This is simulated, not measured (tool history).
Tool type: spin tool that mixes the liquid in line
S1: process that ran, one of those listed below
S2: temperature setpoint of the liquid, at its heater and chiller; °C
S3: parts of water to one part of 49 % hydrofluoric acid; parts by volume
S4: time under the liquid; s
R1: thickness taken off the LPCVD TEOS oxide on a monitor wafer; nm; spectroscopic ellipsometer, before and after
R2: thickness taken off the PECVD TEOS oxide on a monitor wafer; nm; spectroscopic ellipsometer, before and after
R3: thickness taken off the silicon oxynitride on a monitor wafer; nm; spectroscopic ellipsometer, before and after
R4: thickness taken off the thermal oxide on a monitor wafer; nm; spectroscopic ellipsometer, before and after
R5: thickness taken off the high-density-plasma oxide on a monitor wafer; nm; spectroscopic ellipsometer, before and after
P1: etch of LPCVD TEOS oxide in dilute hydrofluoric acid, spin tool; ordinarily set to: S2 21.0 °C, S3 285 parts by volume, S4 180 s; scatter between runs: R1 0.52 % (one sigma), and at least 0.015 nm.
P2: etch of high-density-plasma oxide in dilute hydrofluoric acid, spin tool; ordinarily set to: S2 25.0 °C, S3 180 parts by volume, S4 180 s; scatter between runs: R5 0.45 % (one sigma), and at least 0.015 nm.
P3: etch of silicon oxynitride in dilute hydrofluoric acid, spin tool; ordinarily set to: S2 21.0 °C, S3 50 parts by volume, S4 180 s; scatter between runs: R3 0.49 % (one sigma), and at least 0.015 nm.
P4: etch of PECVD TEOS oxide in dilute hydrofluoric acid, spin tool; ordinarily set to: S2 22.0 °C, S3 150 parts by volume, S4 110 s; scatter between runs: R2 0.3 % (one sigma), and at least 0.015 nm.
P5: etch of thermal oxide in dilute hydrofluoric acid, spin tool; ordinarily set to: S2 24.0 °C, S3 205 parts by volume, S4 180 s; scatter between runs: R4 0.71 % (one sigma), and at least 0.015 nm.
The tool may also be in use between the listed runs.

run     day  S1    S2   S3   S4        R1       R2       R3       R4      R5
  1   0.646  P1  21.0  285  180   8.32190
  2   1.433  P1  17.5  285   15   0.60943
  3   2.175  P1  21.0  285   15   0.72414
  4   2.871  P1  26.5  285  180  10.11700
  5   3.296  P1  21.0  285  180   8.42130
  6   3.779  P1  21.0  285  180   8.44220
  7   4.404  P4  22.0  230  110            10.1860
  8   5.029  P1  21.0  165  180  16.26900
  9   5.721  P3  27.5   50  180                     15.5180
 10   6.142  P5  24.0  205   40                              0.83413
 11   6.596  P4  22.0  150  110            16.8630
 12   7.379  P2  25.0  180  320                                       8.5413
 13   7.962  P4  29.0  150  110            21.8660
 14   8.675  P1  21.0  285  180   8.32890
 15   9.342  P2  18.0  180  180                                       3.6524
 16   9.929  P3  21.0   70  180                      7.9342
 17  10.471  P1  21.0  475  180   4.26340
 18  11.000  P5  29.0  205  180                              4.44330
 19  11.529  P5  24.0  345  180                              1.93700
 20  12.242  P1  17.0  285  180   7.23650
 21  12.775  P5  24.0  205  180                              3.76520
 22  13.412  P1  21.0  435  270   7.18300
 23  14.142  P3  21.0   50  180                     11.4140
 24  14.904  P1  21.0  285  345  16.17800
 25  15.642  P1  21.0  285  180   8.39120
 26  16.383  P3  21.0   50   95                      5.9783

What will run 27 give?
 27  17.112  P4  22.0  150  20       ?

{"run 27": {"R2": 3.0357}}
